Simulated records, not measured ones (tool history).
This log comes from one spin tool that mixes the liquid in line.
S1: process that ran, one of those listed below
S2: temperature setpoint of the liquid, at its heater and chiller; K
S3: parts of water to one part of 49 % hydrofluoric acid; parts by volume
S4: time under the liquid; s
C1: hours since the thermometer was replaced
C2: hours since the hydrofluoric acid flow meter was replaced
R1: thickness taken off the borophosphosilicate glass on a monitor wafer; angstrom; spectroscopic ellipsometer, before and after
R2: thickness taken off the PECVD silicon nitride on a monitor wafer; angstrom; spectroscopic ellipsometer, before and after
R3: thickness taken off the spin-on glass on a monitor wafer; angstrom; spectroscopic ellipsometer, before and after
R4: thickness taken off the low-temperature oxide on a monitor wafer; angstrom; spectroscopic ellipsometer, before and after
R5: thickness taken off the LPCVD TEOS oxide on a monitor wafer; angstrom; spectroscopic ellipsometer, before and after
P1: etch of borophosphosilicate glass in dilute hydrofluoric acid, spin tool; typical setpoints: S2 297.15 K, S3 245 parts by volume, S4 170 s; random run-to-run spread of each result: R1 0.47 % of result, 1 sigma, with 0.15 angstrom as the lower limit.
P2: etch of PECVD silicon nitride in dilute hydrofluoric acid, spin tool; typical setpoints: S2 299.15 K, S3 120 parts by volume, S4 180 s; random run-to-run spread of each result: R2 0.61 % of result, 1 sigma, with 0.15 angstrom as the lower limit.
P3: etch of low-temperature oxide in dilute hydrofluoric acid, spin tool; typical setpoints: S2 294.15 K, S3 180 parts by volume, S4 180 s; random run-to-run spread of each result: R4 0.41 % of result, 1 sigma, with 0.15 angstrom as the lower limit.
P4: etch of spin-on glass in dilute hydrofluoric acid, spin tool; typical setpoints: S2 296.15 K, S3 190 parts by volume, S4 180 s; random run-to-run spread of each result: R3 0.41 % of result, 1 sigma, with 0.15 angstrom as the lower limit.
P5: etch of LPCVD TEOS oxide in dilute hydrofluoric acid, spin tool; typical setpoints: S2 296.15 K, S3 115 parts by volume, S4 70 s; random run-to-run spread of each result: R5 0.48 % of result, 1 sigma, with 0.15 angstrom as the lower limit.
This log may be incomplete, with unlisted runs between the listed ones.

run	hour	S1	S2	S3	S4	C1	C2	R1	R2	R3	R4	R5
1	9.4	P1	297.15	245	170	485.3	913.3	381.38				
2	17.2	P1	290.65	245	330	493.1	921.1	582.46				
3	27.4	P1	290.15	245	170	503.3	931.3	295.26				
4	32.3	P2	299.15	120	305	508.2	936.2		79.654			
5	37.0	P4	290.15	190	180	512.9	940.9			273.100		
6	45.0	P1	297.15	245	170	520.9	948.9	384.98				
7	53.8	P2	299.15	120	180	529.7	957.7		47.168			
8	60.0	P1	297.15	245	70	535.9	963.9	157.48				
9	69.3	P4	296.15	330	180	545.2	973.2			173.450		
10	75.8	P1	297.15	245	170	551.7	979.7	381.85				
11	84.9	P3	299.65	180	180	560.8	988.8				105.000	
12	90.4	P5	296.15	115	70	566.3	994.3					313.77
13	95.6	P1	301.15	245	55	571.5	999.5	141.95				
14	100.1	P1	297.15	245	305	576.0	1004.0	686.85				
15	108.6	P2	299.15	175	180	584.5	1012.5		32.561			
16	117.8	P5	296.15	210	70	593.7	1021.7					153.89
17	128.1	P3	294.15	305	180	604.0	1032.0				44.670	
18	134.4	P3	294.15	180	280	610.3	1038.3				133.900	
19	143.4	P1	297.15	245	170	619.3	1047.3	385.86				
20	153.0	P4	296.15	190	180	628.9	1056.9			343.240		
21	159.1	P1	297.15	75	65	635.0	1063.0	581.35				
22	163.7	P5	296.15	115	130	639.6	1067.6					580.24
23	173.9	P1	297.15	245	170	649.8	1077.8	384.17				
24	178.8	P4	296.15	190	180	654.7	1082.7			343.020		
25	185.4	P1	297.15	65	170	661.3	1089.3	1772.70				
26	195.5	P1	303.15	245	170	671.4	1099.4	470.32				
27	203.0	P3	294.15	180	180	678.9	1106.9				85.277	
28	208.6	P4	296.15	190	25	684.5	1112.5			47.708		
29	214.7	P2	303.65	120	180	690.6	1118.6		62.873			
30	223.8	P1	297.15	245	170	699.7	1127.7	384.28				
31	231.4	P1	297.15	245	170	707.3	1135.3	383.87				
32	236.4	P5	304.15	115	70	712.3	1140.3					429.22
33	241.9	P1	297.15	345	170	717.8	1145.8	246.94				
34	249.5	P1	297.15	245	170	725.4	1153.4	384.56				
35	255.5	P1	297.15	245	170	731.4	1159.4	372.25				
36	260.5	P1	297.15	245	170	736.4	1164.4	372.45				
37	265.2	P1	297.15	245	170	741.1	1169.1	365.13				
38	273.5	P1	297.15	245	170	749.4	1177.4	358.13				
39	278.2	P1	297.15	245	170	754.1	1182.1	360.08				
40	286.1	P1	297.15	245	170	762.0	1190.0	355.42				
41	291.7	P1	297.15	245	170	767.6	1195.6	353.40				
42	297.6	P1	297.15	245	170	773.5	1201.5	356.96				
43	306.0	P1	297.15	245	170	781.9	1209.9	357.19				
44	316.4	P1	297.15	245	170	792.3	1220.3	355.27				

The log shows P1 creeping away from where it was. Any of the 2 causes listed here, at the size stated for it, fits the log just as well as the others:
A: liquid colder than its thermometer reads (K) = 2.18
B: hydrofluoric acid flow below the setpoint (%) = 6.09
Onset of the creep was near hour 249.5.

Question marks stand in for the results of the 4 check runs listed below, each run on one wafer. Under which run would the listed causes show clearly different results?
check 1	326.8	P3	298.15	180	180						?	
check 2	326.8	P2	299.15	170	285				?			
check 3	326.8	P4	296.15	315	60					?		
check 4	326.8	P5	296.15	200	70							?

Expected result of each check under each candidate cause:
check	result	if A	if B
check 1	R4	91.952	92.492
check 2	R2	45.930	49.538
check 3	R3	56.577	56.306
check 4	R5	151.27	152.19
How far apart the two closest causes lie, in the result that separates them most: check 1 0.59 %; check 2 7.56 %; check 3 0.48 %; check 4 0.61 %
Check 2 tells the causes apart: in the others they would give nearly the same result.

The results of check 2 are: R2 49.338 angstrom. Based on these, which of the listed causes is it?

The cause is B: hydrofluoric acid flow below the setpoint (%).
